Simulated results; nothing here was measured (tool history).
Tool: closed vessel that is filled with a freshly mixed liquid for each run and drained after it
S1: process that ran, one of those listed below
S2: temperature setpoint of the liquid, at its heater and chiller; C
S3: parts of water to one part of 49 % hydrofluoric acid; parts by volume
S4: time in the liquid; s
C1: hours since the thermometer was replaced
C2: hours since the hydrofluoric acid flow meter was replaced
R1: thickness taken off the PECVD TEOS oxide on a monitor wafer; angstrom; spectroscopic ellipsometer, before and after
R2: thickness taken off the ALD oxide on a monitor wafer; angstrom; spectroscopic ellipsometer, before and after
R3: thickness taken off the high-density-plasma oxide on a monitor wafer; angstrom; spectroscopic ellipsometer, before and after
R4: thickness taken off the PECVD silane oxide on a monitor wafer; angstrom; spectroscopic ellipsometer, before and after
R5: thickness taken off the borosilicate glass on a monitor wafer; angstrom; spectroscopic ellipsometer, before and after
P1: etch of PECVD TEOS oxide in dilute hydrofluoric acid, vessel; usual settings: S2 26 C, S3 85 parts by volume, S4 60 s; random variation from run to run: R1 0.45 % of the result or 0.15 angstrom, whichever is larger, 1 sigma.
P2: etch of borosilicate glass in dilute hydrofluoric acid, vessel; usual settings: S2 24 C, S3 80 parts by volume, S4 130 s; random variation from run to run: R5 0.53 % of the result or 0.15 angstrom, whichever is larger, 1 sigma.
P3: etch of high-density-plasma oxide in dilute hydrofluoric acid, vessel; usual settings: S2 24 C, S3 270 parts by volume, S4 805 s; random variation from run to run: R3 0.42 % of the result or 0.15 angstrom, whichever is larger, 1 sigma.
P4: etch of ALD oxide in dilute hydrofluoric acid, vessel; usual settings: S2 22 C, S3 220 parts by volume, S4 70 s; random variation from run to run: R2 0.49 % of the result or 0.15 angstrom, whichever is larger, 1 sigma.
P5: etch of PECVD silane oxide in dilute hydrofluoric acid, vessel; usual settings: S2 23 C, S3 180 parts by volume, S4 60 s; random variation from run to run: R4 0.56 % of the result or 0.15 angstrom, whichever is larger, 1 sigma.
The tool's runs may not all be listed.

Run 1, hour 6.6: S1 P1, S2 26 C, S3 85 parts by volume, S4 60 s; C1 376.9; C2 1126.3. Result: R1 182.04 angstrom.
Run 2, hour 12.6: S1 P4, S2 22 C, S3 220 parts by volume, S4 70 s; C1 382.9; C2 1132.3. Result: R2 43.894 angstrom.
Run 3, hour 21.8: S1 P3, S2 31 C, S3 270 parts by volume, S4 805 s; C1 392.1; C2 1141.5. Result: R3 259.46 angstrom.
Run 4, hour 33.1: S1 P1, S2 26 C, S3 130 parts by volume, S4 60 s; C1 403.4; C2 1152.8. Result: R1 112.32 angstrom.
Run 5, hour 44.3: S1 P3, S2 24 C, S3 270 parts by volume, S4 805 s; C1 414.6; C2 1164. Result: R3 205.46 angstrom.
Run 6, hour 55.6: S1 P1, S2 31.5 C, S3 85 parts by volume, S4 115 s; C1 425.9; C2 1175.3. Result: R1 431.79 angstrom.
Run 7, hour 64.4: S1 P1, S2 22.5 C, S3 85 parts by volume, S4 60 s; C1 434.7; C2 1184.1. Result: R1 159.42 angstrom.
Run 8, hour 74.1: S1 P5, S2 23 C, S3 70 parts by volume, S4 60 s; C1 444.4; C2 1193.8. Result: R4 154.99 angstrom.
Run 9, hour 79: S1 P2, S2 17 C, S3 80 parts by volume, S4 130 s; C1 449.3; C2 1198.7. Result: R5 255.56 angstrom.
Run 10, hour 86.1: S1 P4, S2 22 C, S3 355 parts by volume, S4 70 s; C1 456.4; C2 1205.8. Result: R2 23.649 angstrom.
Run 11, hour 93.3: S1 P1, S2 26 C, S3 85 parts by volume, S4 60 s; C1 463.6; C2 1213. Result: R1 181.66 angstrom.
Run 12, hour 101.3: S1 P2, S2 24 C, S3 80 parts by volume, S4 130 s; C1 471.6; C2 1221. Result: R5 341.52 angstrom.
Run 13, hour 106.2: S1 P5, S2 23 C, S3 180 parts by volume, S4 30 s; C1 476.5; C2 1225.9. Result: R4 26.625 angstrom.
Run 14, hour 113.5: S1 P1, S2 26 C, S3 85 parts by volume, S4 60 s; C1 483.8; C2 1233.2. Result: R1 181.68 angstrom.
Run 15, hour 120.8: S1 P2, S2 24 C, S3 80 parts by volume, S4 245 s; C1 491.1; C2 1240.5. Result: R5 642.23 angstrom.
Run 16, hour 128.4: S1 P3, S2 24 C, S3 270 parts by volume, S4 805 s; C1 498.7; C2 1248.1. Result: R3 203.78 angstrom.
Run 17, hour 138: S1 P2, S2 24 C, S3 25 parts by volume, S4 130 s; C1 508.3; C2 1257.7. Result: R5 1169.2 angstrom.
Run 18, hour 144.6: S1 P3, S2 24 C, S3 270 parts by volume, S4 420 s; C1 514.9; C2 1264.3. Result: R3 107.39 angstrom.
Run 19, hour 149.9: S1 P1, S2 26 C, S3 85 parts by volume, S4 60 s; C1 520.2; C2 1269.6. Result: R1 181.27 angstrom.
Run 20, hour 159.4: S1 P1, S2 26 C, S3 85 parts by volume, S4 60 s; C1 529.7; C2 1279.1. Result: R1 182.89 angstrom.
Run 21, hour 166: S1 P1, S2 29.5 C, S3 35 parts by volume, S4 60 s; C1 536.3; C2 1285.7. Result: R1 540.19 angstrom.
Run 22, hour 171.2: S1 P4, S2 17 C, S3 220 parts by volume, S4 70 s; C1 541.5; C2 1290.9. Result: R2 35.635 angstrom.
Run 23, hour 179.5: S1 P1, S2 19.5 C, S3 85 parts by volume, S4 30 s; C1 549.8; C2 1299.2. Result: R1 70.163 angstrom.
Run 24, hour 184.9: S1 P2, S2 24 C, S3 80 parts by volume, S4 130 s; C1 555.2; C2 1304.6. Result: R5 340.67 angstrom.
Run 25, hour 195: S1 P1, S2 26 C, S3 85 parts by volume, S4 30 s; C1 565.3; C2 1314.7. Result: R1 91.547 angstrom.
Run 26, hour 203.3: S1 P3, S2 24 C, S3 495 parts by volume, S4 805 s; C1 573.6; C2 1323. Result: R3 91.073 angstrom.
Run 27, hour 208.4: S1 P4, S2 22 C, S3 220 parts by volume, S4 30 s; C1 578.7; C2 1328.1. Result: R2 18.741 angstrom.
Run 28, hour 215: S1 P5, S2 30 C, S3 180 parts by volume, S4 60 s; C1 585.3; C2 1334.7. Result: R4 68.405 angstrom.
Run 29, hour 223.8: S1 P1, S2 32.5 C, S3 85 parts by volume, S4 60 s; C1 594.1; C2 1343.5. Result: R1 233.85 angstrom.
Run 30, hour 233.4: S1 P1, S2 26 C, S3 35 parts by volume, S4 60 s; C1 603.7; C2 1353.1. Result: R1 475.15 angstrom.
Run 31, hour 241.8: S1 P5, S2 23 C, S3 180 parts by volume, S4 60 s; C1 612.1; C2 1361.5. Result: R4 53.142 angstrom.
Run 32, hour 251: S1 P1, S2 26 C, S3 85 parts by volume, S4 60 s; C1 621.3; C2 1370.7. Result: R1 180.44 angstrom.
Run 33, hour 258.3: S1 P1, S2 26 C, S3 85 parts by volume, S4 60 s; C1 628.6; C2 1378. Result: R1 180.83 angstrom.
Run 34, hour 268.1: S1 P1, S2 26 C, S3 85 parts by volume, S4 115 s; C1 638.4; C2 1387.8. Result: R1 350.44 angstrom.
Run 35, hour 277.9: S1 P1, S2 26 C, S3 85 parts by volume, S4 60 s; C1 648.2; C2 1397.6. Result: R1 181.5 angstrom.
Run 36, hour 288: S1 P1, S2 26 C, S3 85 parts by volume, S4 60 s; C1 658.3; C2 1407.7. Result: R1 189.29 angstrom.
Run 37, hour 298.9: S1 P1, S2 26 C, S3 85 parts by volume, S4 60 s; C1 669.2; C2 1418.6. Result: R1 194.6 angstrom.
Run 38, hour 310: S1 P1, S2 26 C, S3 85 parts by volume, S4 60 s; C1 680.3; C2 1429.7. Result: R1 194.89 angstrom.
Run 39, hour 320.4: S1 P1, S2 26 C, S3 85 parts by volume, S4 60 s; C1 690.7; C2 1440.1. Result: R1 197.58 angstrom.
Run 40, hour 330.9: S1 P1, S2 26 C, S3 85 parts by volume, S4 60 s; C1 701.2; C2 1450.6. Result: R1 198.5 angstrom.
Run 41, hour 339.3: S1 P1, S2 26 C, S3 85 parts by volume, S4 60 s; C1 709.6; C2 1459. Result: R1 198.85 angstrom.
Run 42, hour 344.6: S1 P1, S2 26 C, S3 85 parts by volume, S4 60 s; C1 714.9; C2 1464.3. Result: R1 199.04 angstrom.
Run 43, hour 351.5: S1 P1, S2 26 C, S3 85 parts by volume, S4 60 s; C1 721.8; C2 1471.2. Result: R1 199.81 angstrom.
Run 44, hour 361.7: S1 P1, S2 26 C, S3 85 parts by volume, S4 60 s; C1 732; C2 1481.4. Result: R1 199.85 angstrom.
Run 45, hour 366.7: S1 P1, S2 26 C, S3 85 parts by volume, S4 60 s; C1 737; C2 1486.4. Result: R1 200.7 angstrom.

What P1 gives has crept away from where it was. These 2 causes fit the log equally well, each at the size given:
A: liquid hotter than its thermometer reads (K) = 2.4
B: hydrofluoric acid flow above the setpoint (%) = 8.77
The creep began at about hour 277.9.

4 check runs are offered, one wafer each, their results left as question marks. Which one tells the causes apart?
Run check 1, hour 371.7: S1 P2, S2 18.5 C, S3 80 parts by volume, S4 130 s. Result: R5 ?.
Run check 2, hour 371.7: S1 P3, S2 29 C, S3 450 parts by volume, S4 805 s. Result: R3 ?.
Run check 3, hour 371.7: S1 P5, S2 23 C, S3 100 parts by volume, S4 60 s. Result: R4 ?.
Run check 4, hour 371.7: S1 P4, S2 17 C, S3 220 parts by volume, S4 35 s. Result: R2 ?.

What each check would give under each cause:
  check  result    if A    if B
check 1      R5  301.16   298.5
check 2      R3  130.58  137.05
check 3      R4  114.58  114.45
check 4      R2  19.676  19.808
How far apart the two closest causes lie, in the result that separates them most: check 1 0.89 %; check 2 4.84 %; check 3 0.11 %; check 4 0.67 %
Check 2 tells the causes apart: in the others they would give nearly the same result.

Then check 2 was run and gave: R3 135.71 angstrom. Which cause is it?

It is B: hydrofluoric acid flow above the setpoint (%).
